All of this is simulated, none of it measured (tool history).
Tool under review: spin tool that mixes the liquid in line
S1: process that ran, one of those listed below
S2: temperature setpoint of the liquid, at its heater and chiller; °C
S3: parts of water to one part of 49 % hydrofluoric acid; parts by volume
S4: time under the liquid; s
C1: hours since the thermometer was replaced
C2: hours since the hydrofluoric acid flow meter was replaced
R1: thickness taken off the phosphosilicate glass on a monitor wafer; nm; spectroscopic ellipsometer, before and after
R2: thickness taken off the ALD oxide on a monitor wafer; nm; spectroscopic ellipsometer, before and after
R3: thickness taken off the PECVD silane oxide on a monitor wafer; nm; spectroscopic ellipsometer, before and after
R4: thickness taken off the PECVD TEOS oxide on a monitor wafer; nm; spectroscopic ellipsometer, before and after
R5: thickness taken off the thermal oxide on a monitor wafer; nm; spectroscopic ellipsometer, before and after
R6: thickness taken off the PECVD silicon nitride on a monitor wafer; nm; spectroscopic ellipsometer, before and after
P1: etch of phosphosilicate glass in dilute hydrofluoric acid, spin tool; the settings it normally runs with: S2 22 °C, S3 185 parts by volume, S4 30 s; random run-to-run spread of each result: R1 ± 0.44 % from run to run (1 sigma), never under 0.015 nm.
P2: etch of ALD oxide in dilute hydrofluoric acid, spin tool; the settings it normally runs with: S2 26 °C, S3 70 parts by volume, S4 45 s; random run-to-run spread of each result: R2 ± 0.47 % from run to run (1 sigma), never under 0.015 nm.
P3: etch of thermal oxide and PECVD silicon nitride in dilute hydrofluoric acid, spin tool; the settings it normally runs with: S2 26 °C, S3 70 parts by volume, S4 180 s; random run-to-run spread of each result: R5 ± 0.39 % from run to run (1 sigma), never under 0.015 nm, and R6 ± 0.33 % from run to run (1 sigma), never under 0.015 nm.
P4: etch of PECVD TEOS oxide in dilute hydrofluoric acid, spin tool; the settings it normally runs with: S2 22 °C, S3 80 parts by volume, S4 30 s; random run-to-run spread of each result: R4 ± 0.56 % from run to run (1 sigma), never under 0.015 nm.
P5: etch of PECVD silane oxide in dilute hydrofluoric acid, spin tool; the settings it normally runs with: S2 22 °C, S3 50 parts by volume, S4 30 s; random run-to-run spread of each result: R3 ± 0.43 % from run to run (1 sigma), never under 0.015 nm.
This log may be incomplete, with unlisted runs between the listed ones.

{"run": 1, "hour": 11.1, "S1": "P1", "S2": 22, "S3": 185, "S4": 30, "C1": 1158, "C2": 1112.1, "R1": 23.879}
{"run": 2, "hour": 24.5, "S1": "P1", "S2": 22, "S3": 185, "S4": 30, "C1": 1171.4, "C2": 1125.5, "R1": 23.954}
{"run": 3, "hour": 38.7, "S1": "P1", "S2": 22, "S3": 185, "S4": 30, "C1": 1185.6, "C2": 1139.7, "R1": 23.957}
{"run": 4, "hour": 51.0, "S1": "P2", "S2": 26, "S3": 70, "S4": 45, "C1": 1197.9, "C2": 1152, "R2": 18.263}
{"run": 5, "hour": 65.5, "S1": "P2", "S2": 26, "S3": 20, "S4": 45, "C1": 1212.4, "C2": 1166.5, "R2": 68.391}
{"run": 6, "hour": 72.8, "S1": "P5", "S2": 28, "S3": 50, "S4": 30, "C1": 1219.7, "C2": 1173.8, "R3": 24.495}
{"run": 7, "hour": 86.2, "S1": "P2", "S2": 26, "S3": 70, "S4": 80, "C1": 1233.1, "C2": 1187.2, "R2": 32.105}
{"run": 8, "hour": 94.7, "S1": "P1", "S2": 17.5, "S3": 185, "S4": 30, "C1": 1241.6, "C2": 1195.7, "R1": 20.046}
{"run": 9, "hour": 110.4, "S1": "P4", "S2": 22, "S3": 80, "S4": 30, "C1": 1257.3, "C2": 1211.4, "R4": 8.3854}
{"run": 10, "hour": 124.7, "S1": "P1", "S2": 22, "S3": 185, "S4": 60, "C1": 1271.6, "C2": 1225.7, "R1": 47.816}
{"run": 11, "hour": 139.2, "S1": "P5", "S2": 22, "S3": 50, "S4": 15, "C1": 1286.1, "C2": 1240.2, "R3": 9.5831}
{"run": 12, "hour": 152.9, "S1": "P1", "S2": 22, "S3": 185, "S4": 30, "C1": 1299.8, "C2": 1253.9, "R1": 23.735}
{"run": 13, "hour": 164.2, "S1": "P1", "S2": 22, "S3": 70, "S4": 30, "C1": 1311.1, "C2": 1265.2, "R1": 72.39}
{"run": 14, "hour": 178.5, "S1": "P1", "S2": 29, "S3": 185, "S4": 30, "C1": 1325.4, "C2": 1279.5, "R1": 31.227}
{"run": 15, "hour": 193.5, "S1": "P1", "S2": 22, "S3": 185, "S4": 30, "C1": 1340.4, "C2": 1294.5, "R1": 24.045}
{"run": 16, "hour": 201.8, "S1": "P5", "S2": 22, "S3": 50, "S4": 30, "C1": 1348.7, "C2": 1302.8, "R3": 19.028}
{"run": 17, "hour": 210.1, "S1": "P3", "S2": 26, "S3": 45, "S4": 180, "C1": 1357, "C2": 1311.1, "R5": 22.34, "R6": 11.9}
{"run": 18, "hour": 217.5, "S1": "P5", "S2": 22, "S3": 90, "S4": 30, "C1": 1364.4, "C2": 1318.5, "R3": 10.065}
{"run": 19, "hour": 232.0, "S1": "P3", "S2": 26, "S3": 70, "S4": 180, "C1": 1378.9, "C2": 1333, "R5": 13.804, "R6": 7.7096}
{"run": 20, "hour": 247.1, "S1": "P1", "S2": 22, "S3": 275, "S4": 15, "C1": 1394, "C2": 1348.1, "R1": 7.3422}
{"run": 21, "hour": 258.9, "S1": "P3", "S2": 26, "S3": 70, "S4": 355, "C1": 1405.8, "C2": 1359.9, "R5": 27.565, "R6": 15.116}
{"run": 22, "hour": 265.7, "S1": "P1", "S2": 29, "S3": 185, "S4": 60, "C1": 1412.6, "C2": 1366.7, "R1": 62.112}
{"run": 23, "hour": 278.6, "S1": "P2", "S2": 33.5, "S3": 70, "S4": 45, "C1": 1425.5, "C2": 1379.6, "R2": 24.257}
{"run": 24, "hour": 286.7, "S1": "P3", "S2": 26, "S3": 70, "S4": 180, "C1": 1433.6, "C2": 1387.7, "R5": 13.892, "R6": 7.5793}
{"run": 25, "hour": 296.2, "S1": "P1", "S2": 22, "S3": 250, "S4": 30, "C1": 1443.1, "C2": 1397.2, "R1": 16.519}
{"run": 26, "hour": 304.9, "S1": "P4", "S2": 27.5, "S3": 80, "S4": 30, "C1": 1451.8, "C2": 1405.9, "R4": 10.355}
{"run": 27, "hour": 317.6, "S1": "P4", "S2": 22, "S3": 115, "S4": 30, "C1": 1464.5, "C2": 1418.6, "R4": 5.5814}
{"run": 28, "hour": 330.7, "S1": "P4", "S2": 22, "S3": 80, "S4": 15, "C1": 1477.6, "C2": 1431.7, "R4": 4.174}
{"run": 29, "hour": 344.6, "S1": "P2", "S2": 26, "S3": 70, "S4": 45, "C1": 1491.5, "C2": 1445.6, "R2": 18.054}
{"run": 30, "hour": 352.4, "S1": "P3", "S2": 34, "S3": 70, "S4": 180, "C1": 1499.3, "C2": 1453.4, "R5": 18.943, "R6": 12.721}
{"run": 31, "hour": 367.2, "S1": "P5", "S2": 22, "S3": 50, "S4": 30, "C1": 1514.1, "C2": 1468.2, "R3": 19.175}
{"run": 32, "hour": 381.9, "S1": "P1", "S2": 27, "S3": 185, "S4": 15, "C1": 1528.8, "C2": 1482.9, "R1": 14.487}
{"run": 33, "hour": 395.7, "S1": "P1", "S2": 22, "S3": 185, "S4": 15, "C1": 1542.6, "C2": 1496.7, "R1": 11.993}
{"run": 34, "hour": 404.6, "S1": "P1", "S2": 22, "S3": 185, "S4": 30, "C1": 1551.5, "C2": 1505.6, "R1": 23.902}
{"run": 35, "hour": 417.3, "S1": "P1", "S2": 22, "S3": 185, "S4": 30, "C1": 1564.2, "C2": 1518.3, "R1": 23.204}
{"run": 36, "hour": 424.2, "S1": "P1", "S2": 22, "S3": 185, "S4": 30, "C1": 1571.1, "C2": 1525.2, "R1": 23.194}
{"run": 37, "hour": 433.3, "S1": "P1", "S2": 22, "S3": 185, "S4": 30, "C1": 1580.2, "C2": 1534.3, "R1": 23.035}
{"run": 38, "hour": 447.0, "S1": "P1", "S2": 22, "S3": 185, "S4": 30, "C1": 1593.9, "C2": 1548, "R1": 22.685}
{"run": 39, "hour": 456.4, "S1": "P1", "S2": 22, "S3": 185, "S4": 30, "C1": 1603.3, "C2": 1557.4, "R1": 22.601}
{"run": 40, "hour": 467.1, "S1": "P1", "S2": 22, "S3": 185, "S4": 30, "C1": 1614, "C2": 1568.1, "R1": 22.616}
{"run": 41, "hour": 476.9, "S1": "P1", "S2": 22, "S3": 185, "S4": 30, "C1": 1623.8, "C2": 1577.9, "R1": 22.499}
{"run": 42, "hour": 487.0, "S1": "P1", "S2": 22, "S3": 185, "S4": 30, "C1": 1633.9, "C2": 1588, "R1": 22.498}
{"run": 43, "hour": 493.8, "S1": "P1", "S2": 22, "S3": 185, "S4": 30, "C1": 1640.7, "C2": 1594.8, "R1": 22.482}
{"run": 44, "hour": 507.5, "S1": "P1", "S2": 22, "S3": 185, "S4": 30, "C1": 1654.4, "C2": 1608.5, "R1": 22.293}
{"run": 45, "hour": 517.8, "S1": "P1", "S2": 22, "S3": 185, "S4": 30, "C1": 1664.7, "C2": 1618.8, "R1": 22.324}

The output of P1 has drifted from where it used to be. Each of the 2 causes below, taken at the size shown beside it, accounts for the log equally well:
A: liquid colder than its thermometer reads (K) = 1.74
B: hydrofluoric acid flow below the setpoint (%) = 5.42
The creep began at about hour 404.6.

Listed below are the offered check runs, one wafer per run, with question marks in place of results. For which of them would the causes give clearly different outcomes?
{"run": "check 1", "hour": 528.1, "S1": "P5", "S2": 22, "S3": 80, "S4": 30, "R3": "?"}
{"run": "check 2", "hour": 528.1, "S1": "P2", "S2": 30.5, "S3": 70, "S4": 70, "R2": "?"}
{"run": "check 3", "hour": 528.1, "S1": "P3", "S2": 26, "S3": 70, "S4": 320, "R5": "?", "R6": "?"}
{"run": "check 4", "hour": 528.1, "S1": "P4", "S2": 26, "S3": 80, "S4": 15, "R4": "?"}

Predicted outcomes, by check and by cause:
check=check_1 result=R3 if_A=10.68 if_B=10.793
check=check_2 result=R2 if_A=31.486 if_B=31.66
check=check_3 result=R5 if_A=22.964 if_B=23.166
check=check_3 result=R6 if_A=12.118 if_B=12.869
check=check_4 result=R4 if_A=4.5639 if_B=4.5985
Minimum pairwise separation of causes per check, each pair taken at its best-separating result: check 1 1.05 %; check 2 0.55 %; check 3 6.02 %; check 4 0.75 %
The other checks would show nearly matching results whichever cause is true, so check 3 is the only one that separates the causes.

The results of check 3 are: R5 23.09 nm; R6 12.825 nm. Based on these, which of the listed causes is it?

It was cause B: hydrofluoric acid flow below the setpoint (%).
